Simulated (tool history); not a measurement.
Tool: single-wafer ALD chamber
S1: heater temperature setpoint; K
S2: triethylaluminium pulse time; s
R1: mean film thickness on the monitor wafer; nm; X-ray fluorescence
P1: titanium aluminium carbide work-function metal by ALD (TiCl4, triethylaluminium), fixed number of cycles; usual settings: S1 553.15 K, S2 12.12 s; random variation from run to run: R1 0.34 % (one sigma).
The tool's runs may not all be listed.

Run 1, hour 12.6: S1 553.15 K, S2 12.12 s. Result: R1 1.8104 nm.
Run 2, hour 21.4: S1 578.15 K, S2 12.12 s. Result: R1 2.0195 nm.
Run 3, hour 35.2: S1 553.15 K, S2 3.99 s. Result: R1 1.3806 nm.
Run 4, hour 43.6: S1 553.15 K, S2 12.12 s. Result: R1 1.8273 nm.
At hour 46.1: triethylaluminium bottle replaced.
Run 5, hour 58.5: S1 553.15 K, S2 12.12 s. Result: R1 1.8217 nm.
Run 6, hour 70.2: S1 553.15 K, S2 12.12 s. Result: R1 1.8179 nm.
Run 7, hour 84.6: S1 536.15 K, S2 16.85 s. Result: R1 1.693 nm.
Run 8, hour 98: S1 553.15 K, S2 18.93 s. Result: R1 1.8497 nm.
Run 9, hour 107.1: S1 553.15 K, S2 12.12 s. Result: R1 1.8167 nm.
Run 10, hour 122.8: S1 531.15 K, S2 12.12 s. Result: R1 1.642 nm.
Run 11, hour 137: S1 553.15 K, S2 12.12 s. Result: R1 1.8187 nm.
Run 12, hour 146.4: S1 553.15 K, S2 12.12 s. Result: R1 1.8131 nm.
Run 13, hour 162.3: S1 553.15 K, S2 12.12 s. Result: R1 1.8127 nm.
Run 14, hour 180.4: S1 553.15 K, S2 12.12 s. Result: R1 1.8024 nm.
Run 15, hour 196.7: S1 553.15 K, S2 12.12 s. Result: R1 1.7922 nm.
Run 16, hour 205.8: S1 553.15 K, S2 12.12 s. Result: R1 1.7772 nm.
Run 17, hour 217.7: S1 553.15 K, S2 12.12 s. Result: R1 1.7808 nm.
Run 18, hour 228.1: S1 553.15 K, S2 12.12 s. Result: R1 1.7806 nm.
Run 19, hour 245.4: S1 553.15 K, S2 12.12 s. Result: R1 1.7757 nm.
Run 20, hour 259.1: S1 553.15 K, S2 12.12 s. Result: R1 1.7791 nm.
Run 21, hour 277.9: S1 553.15 K, S2 12.12 s. Result: R1 1.7743 nm.

What P1 gives has crept away from where it was. These 2 causes fit the log equally well, each at the size given:
A: wafer temperature below the value expected at the setpoint (K) = 4.94
B: triethylaluminium dose below that of a fresh bottle (%) = 21.7
The creep began at about hour 146.4.

4 check runs are offered, one wafer each, their results left as question marks. Which one tells the causes apart?
Run check 1, hour 296.7: S1 569.15 K, S2 6.95 s. Result: R1 ?.
Run check 2, hour 296.7: S1 576.15 K, S2 12.12 s. Result: R1 ?.
Run check 3, hour 296.7: S1 539.15 K, S2 12.12 s. Result: R1 ?.
Run check 4, hour 296.7: S1 567.15 K, S2 12.12 s. Result: R1 ?.

What each check would give under each cause:
  check  result    if A    if B
check 1      R1  1.7637  1.6797
check 2      R1  1.9708  1.9673
check 3      R1  1.6576  1.6597
check 4      R1  1.8936  1.8915
How far apart the two closest causes lie, in the result that separates them most: check 1 4.88 %; check 2 0.18 %; check 3 0.13 %; check 4 0.11 %
Only check 1 tells the causes apart: in the others they would give nearly the same result.

Check 1 was then run and gave: R1 1.6865 nm. Which cause is it?

It is B: triethylaluminium dose below that of a fresh bottle (%).

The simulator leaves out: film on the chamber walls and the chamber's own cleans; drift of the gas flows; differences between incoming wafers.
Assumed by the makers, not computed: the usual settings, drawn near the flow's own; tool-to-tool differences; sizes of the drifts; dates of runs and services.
